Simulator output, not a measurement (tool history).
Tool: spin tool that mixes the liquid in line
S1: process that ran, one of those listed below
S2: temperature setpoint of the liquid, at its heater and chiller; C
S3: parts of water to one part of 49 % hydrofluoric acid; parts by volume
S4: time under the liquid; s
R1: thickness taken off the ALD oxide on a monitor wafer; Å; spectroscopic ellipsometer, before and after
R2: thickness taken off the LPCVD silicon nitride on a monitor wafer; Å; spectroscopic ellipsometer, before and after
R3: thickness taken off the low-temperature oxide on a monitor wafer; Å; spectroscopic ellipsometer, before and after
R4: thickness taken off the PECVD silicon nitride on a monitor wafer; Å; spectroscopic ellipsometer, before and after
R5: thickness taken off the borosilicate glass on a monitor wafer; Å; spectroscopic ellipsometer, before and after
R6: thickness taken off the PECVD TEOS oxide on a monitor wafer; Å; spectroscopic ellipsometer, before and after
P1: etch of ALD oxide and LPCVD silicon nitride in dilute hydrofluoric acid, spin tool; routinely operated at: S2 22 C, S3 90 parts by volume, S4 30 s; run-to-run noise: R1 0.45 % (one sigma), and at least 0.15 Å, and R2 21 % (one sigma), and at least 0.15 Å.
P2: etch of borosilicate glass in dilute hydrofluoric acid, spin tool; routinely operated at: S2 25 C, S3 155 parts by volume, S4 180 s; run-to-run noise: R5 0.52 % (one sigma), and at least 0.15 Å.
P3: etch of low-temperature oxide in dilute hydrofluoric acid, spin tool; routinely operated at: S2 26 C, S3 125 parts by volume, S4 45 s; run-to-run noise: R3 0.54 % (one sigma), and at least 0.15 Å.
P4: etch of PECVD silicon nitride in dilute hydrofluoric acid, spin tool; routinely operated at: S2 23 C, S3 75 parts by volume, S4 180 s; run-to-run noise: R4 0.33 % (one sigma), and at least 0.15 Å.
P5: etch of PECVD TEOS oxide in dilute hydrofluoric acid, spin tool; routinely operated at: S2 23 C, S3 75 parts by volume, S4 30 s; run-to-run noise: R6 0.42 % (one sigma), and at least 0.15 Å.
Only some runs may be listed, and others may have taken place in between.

Run 1, hour 7.3: S1 P1, S2 22 C, S3 90 parts by volume, S4 30 s. Result: R1 103.71 Å, R2 1.1025 Å.
Run 2, hour 21.9: S1 P3, S2 26 C, S3 125 parts by volume, S4 80 s. Result: R3 79.011 Å.
Run 3, hour 29.4: S1 P4, S2 17 C, S3 75 parts by volume, S4 180 s. Result: R4 43.607 Å.
Run 4, hour 38.6: S1 P3, S2 26 C, S3 125 parts by volume, S4 45 s. Result: R3 44.505 Å.
Run 5, hour 47.5: S1 P1, S2 22 C, S3 90 parts by volume, S4 30 s. Result: R1 103.11 Å, R2 1.2906 Å.
Run 6, hour 58.5: S1 P2, S2 25 C, S3 155 parts by volume, S4 180 s. Result: R5 189.82 Å.
Run 7, hour 72.3: S1 P1, S2 22 C, S3 90 parts by volume, S4 30 s. Result: R1 102.86 Å, R2 0.8007 Å.
Run 8, hour 84.7: S1 P2, S2 25 C, S3 20 parts by volume, S4 180 s. Result: R5 1759.9 Å.
At hour 93.5: thermometer replaced.
Run 9, hour 94.2: S1 P1, S2 22 C, S3 90 parts by volume, S4 30 s. Result: R1 102.11 Å, R2 1.2708 Å.
Run 10, hour 107: S1 P1, S2 22 C, S3 90 parts by volume, S4 30 s. Result: R1 102.73 Å, R2 0.8248 Å.
Run 11, hour 118.8: S1 P4, S2 23 C, S3 75 parts by volume, S4 180 s. Result: R4 64.939 Å.
Run 12, hour 128.1: S1 P4, S2 23 C, S3 75 parts by volume, S4 180 s. Result: R4 65.481 Å.
Run 13, hour 139.4: S1 P5, S2 29 C, S3 75 parts by volume, S4 30 s. Result: R6 103.73 Å.
Run 14, hour 149.3: S1 P1, S2 22 C, S3 50 parts by volume, S4 30 s. Result: R1 193.83 Å, R2 2.5012 Å.
Run 15, hour 156.2: S1 P2, S2 25 C, S3 155 parts by volume, S4 35 s. Result: R5 37.532 Å.
Run 16, hour 164.1: S1 P5, S2 23 C, S3 75 parts by volume, S4 15 s. Result: R6 40.784 Å.
Run 17, hour 175.4: S1 P4, S2 23 C, S3 75 parts by volume, S4 305 s. Result: R4 111.31 Å.
Run 18, hour 185.9: S1 P1, S2 22 C, S3 90 parts by volume, S4 30 s. Result: R1 102.62 Å, R2 1.1128 Å.
Run 19, hour 200.7: S1 P1, S2 22 C, S3 145 parts by volume, S4 15 s. Result: R1 29.742 Å, R2 0.16113 Å.
Run 20, hour 214.8: S1 P1, S2 25.5 C, S3 90 parts by volume, S4 30 s. Result: R1 118.62 Å, R2 2.3864 Å.
Run 21, hour 229.2: S1 P1, S2 22 C, S3 165 parts by volume, S4 30 s. Result: R1 51.146 Å, R2 0.54421 Å.
Run 22, hour 240: S1 P1, S2 26 C, S3 90 parts by volume, S4 15 s. Result: R1 60.322 Å, R2 0.62809 Å.
Run 23, hour 253.1: S1 P3, S2 22 C, S3 125 parts by volume, S4 45 s. Result: R3 37.924 Å.
Run 24, hour 263.4: S1 P1, S2 22 C, S3 90 parts by volume, S4 50 s. Result: R1 171.72 Å, R2 1.6317 Å.
Run 25, hour 275.9: S1 P4, S2 23 C, S3 105 parts by volume, S4 180 s. Result: R4 47.094 Å.
Run 26, hour 288.7: S1 P1, S2 17 C, S3 90 parts by volume, S4 30 s. Result: R1 83.44 Å, R2 1.1212 Å.
Run 27, hour 304.5: S1 P1, S2 22 C, S3 90 parts by volume, S4 15 s. Result: R1 51.388 Å, R2 0.63585 Å.
Run 28, hour 313.9: S1 P2, S2 17 C, S3 155 parts by volume, S4 180 s. Result: R5 140.38 Å.
Run 29, hour 321.5: S1 P5, S2 23 C, S3 20 parts by volume, S4 30 s. Result: R6 330.92 Å.
Run 30, hour 331: S1 P5, S2 23 C, S3 75 parts by volume, S4 30 s. Result: R6 82.145 Å.
Run 31, hour 338.5: S1 P2, S2 25 C, S3 155 parts by volume, S4 180 s. Result: R5 194.07 Å.
Run 32, hour 351.6: S1 P3, S2 26 C, S3 75 parts by volume, S4 45 s. Result: R3 79.528 Å.
Run 33, hour 360.7: S1 P1, S2 22 C, S3 90 parts by volume, S4 30 s. Result: R1 102.39 Å, R2 1.4732 Å.
Run 34, hour 371.7: S1 P1, S2 22 C, S3 90 parts by volume, S4 30 s. Result: R1 106.37 Å, R2 1.153 Å.
Run 35, hour 382.6: S1 P1, S2 22 C, S3 90 parts by volume, S4 30 s. Result: R1 109.56 Å, R2 1.3332 Å.
Run 36, hour 394.3: S1 P1, S2 22 C, S3 90 parts by volume, S4 30 s. Result: R1 110.01 Å, R2 1.1701 Å.
Run 37, hour 409.8: S1 P1, S2 22 C, S3 90 parts by volume, S4 30 s. Result: R1 110.58 Å, R2 1.0091 Å.
Run 38, hour 420.8: S1 P1, S2 22 C, S3 90 parts by volume, S4 30 s. Result: R1 110.87 Å, R2 1.5924 Å.
Run 39, hour 433.3: S1 P1, S2 22 C, S3 90 parts by volume, S4 30 s. Result: R1 111.29 Å, R2 1.5898 Å.

What P1 gives has crept away from where it was. These 2 causes fit the log equally well, each at the size given:
A: liquid hotter than its thermometer reads (K) = 1.92
B: hydrofluoric acid flow above the setpoint (%) = 7.25
Creep in the process output first set in at about hour 360.7.

The check runs listed below each take one wafer, and their results are still question marks. Under which run would the listed causes lead to clearly different results?
Run check 1, hour 445.8: S1 P2, S2 19 C, S3 155 parts by volume, S4 80 s. Result: R5 ?.
Run check 2, hour 445.8: S1 P4, S2 19 C, S3 75 parts by volume, S4 290 s. Result: R4 ?.
Run check 3, hour 445.8: S1 P3, S2 26 C, S3 125 parts by volume, S4 80 s. Result: R3 ?.
Run check 4, hour 445.8: S1 P5, S2 23 C, S3 40 parts by volume, S4 20 s. Result: R6 ?.

Predicted outcomes, by check and by cause:
  check  result    if A    if B
check 1      R5  73.228  73.555
check 2      R4  91.751   86.07
check 3      R3  85.037  85.715
check 4      R6  115.95  115.23
Per check, the gap between the least separated pair of causes, taken in the result that splits them most: check 1 0.45 %; check 2 6.39 %; check 3 0.79 %; check 4 0.63 %
Only check 2 tells the causes apart: in the others they would give nearly the same result.

Then check 2 was run and gave: R4 92.318 Å. Which cause is it?

A is the cause: liquid hotter than its thermometer reads (K).

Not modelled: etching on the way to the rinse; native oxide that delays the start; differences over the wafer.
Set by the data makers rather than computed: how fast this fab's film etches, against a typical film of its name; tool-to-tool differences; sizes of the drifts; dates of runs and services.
